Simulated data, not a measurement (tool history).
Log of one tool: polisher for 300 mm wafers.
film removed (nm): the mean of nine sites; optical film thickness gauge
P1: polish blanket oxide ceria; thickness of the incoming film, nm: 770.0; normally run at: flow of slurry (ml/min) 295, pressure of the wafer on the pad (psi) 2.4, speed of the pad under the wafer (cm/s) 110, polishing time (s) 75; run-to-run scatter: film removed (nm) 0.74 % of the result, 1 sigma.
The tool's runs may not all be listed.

| run | day | flow of slurry (ml/min) | pressure of the wafer on the pad (psi) | speed of the pad under the wafer (cm/s) | polishing time (s) | film removed (nm) |
|---|---|---|---|---|---|---|
| 1 | 0.304 | 295 | 2.4 | 110 | 75 | 247.66 |
| 2 | 0.862 | 460 | 2.4 | 76 | 75 | 175.68 |
| 3 | 1.296 | 295 | 3 | 110 | 111 | 450.4 |
| 4 | 1.942 | 295 | 2.4 | 110 | 75 | 245.41 |
| 5 | 2.508 | 295 | 3.6 | 110 | 75 | 370.21 |
| 6 | 2.975 | 295 | 2.4 | 110 | 75 | 248.85 |
| 7 | 3.612 | 370 | 2.4 | 110 | 75 | 252.5 |
| 8 | 4.125 | 295 | 2.4 | 110 | 111 | 366.12 |
| 9 | 4.6 | 295 | 2.4 | 142 | 75 | 313.8 |
| 10 | 4.975 | 295 | 2.4 | 110 | 75 | 242.84 |
| 11 | 5.596 | 175 | 2.4 | 110 | 75 | 232.14 |
| 12 | 6.129 | 295 | 2.4 | 54 | 75 | 119.92 |
| 13 | 6.475 | 295 | 2.4 | 110 | 75 | 247.16 |
| 14 | 7.129 | 295 | 2.4 | 110 | 45 | 146.7 |
| 15 | 7.671 | 295 | 1.5 | 110 | 75 | 154.34 |
| 16 | 8.217 | 375 | 2.4 | 72 | 75 | 164.96 |
| 17 | 8.596 | 295 | 2.4 | 110 | 75 | 245.75 |
| 18 | 8.921 | 295 | 2.4 | 110 | 75 | 242.68 |
| 19 | 9.221 | 295 | 2.4 | 110 | 75 | 238.41 |
| 20 | 9.725 | 295 | 2.4 | 110 | 75 | 238.22 |
| 21 | 10.067 | 295 | 2.4 | 110 | 75 | 235.87 |
|  | 10.254 | head pressure recalibrated |
| 22 | 10.412 | 295 | 2.4 | 110 | 75 | 232.12 |
| 23 | 10.892 | 295 | 2.4 | 110 | 75 | 235.93 |
| 24 | 11.333 | 295 | 2.4 | 110 | 75 | 234.71 |
| 25 | 11.962 | 295 | 2.4 | 110 | 75 | 229.36 |
| 26 | 12.388 | 295 | 2.4 | 110 | 75 | 231.08 |
| 27 | 13.05 | 295 | 2.4 | 110 | 75 | 233.26 |

What P1 gives has crept away from where it was. These 2 causes fit the log equally well, each at the size given:
A: slurry flow missing at the pad, % = 38.4
B: removal rate lost through wear of the pad, % = 5.49
The creep began at about day 8.596.
Why every other cause is out:
head's pressure below its setpoint, %: serviced at day 10.254, which brought nothing back

4 check runs are offered, each on 3 wafers whose results are averaged, their results left as question marks. Which one tells the causes apart?
| check 1 | 13.712 | 175 | 2.4 | 110 | 75 | ? |
| check 2 | 13.712 | 295 | 2.9 | 110 | 75 | ? |
| check 3 | 13.712 | 295 | 3 | 110 | 75 | ? |
| check 4 | 13.712 | 295 | 2.4 | 140 | 59 | ? |

What each check would give under each cause:
| check | result | if A | if B |
|---|---|---|---|
| check 1 | film removed (nm) | 210.9 | 218.44 |
| check 2 | film removed (nm) | 280.84 | 280.8 |
| check 3 | film removed (nm) | 290.52 | 290.48 |
| check 4 | film removed (nm) | 232.7 | 232.67 |
How far apart the two closest causes lie, in the result that separates them most: check 1 3.51 %; check 2 0.01 %; check 3 0.01 %; check 4 0.01 %
Check 1 tells the causes apart: in the others they would give nearly the same result.

Check 1 was then run and gave: film removed (nm) 219.59. Which cause is it?

It is B: removal rate lost through wear of the pad, %.
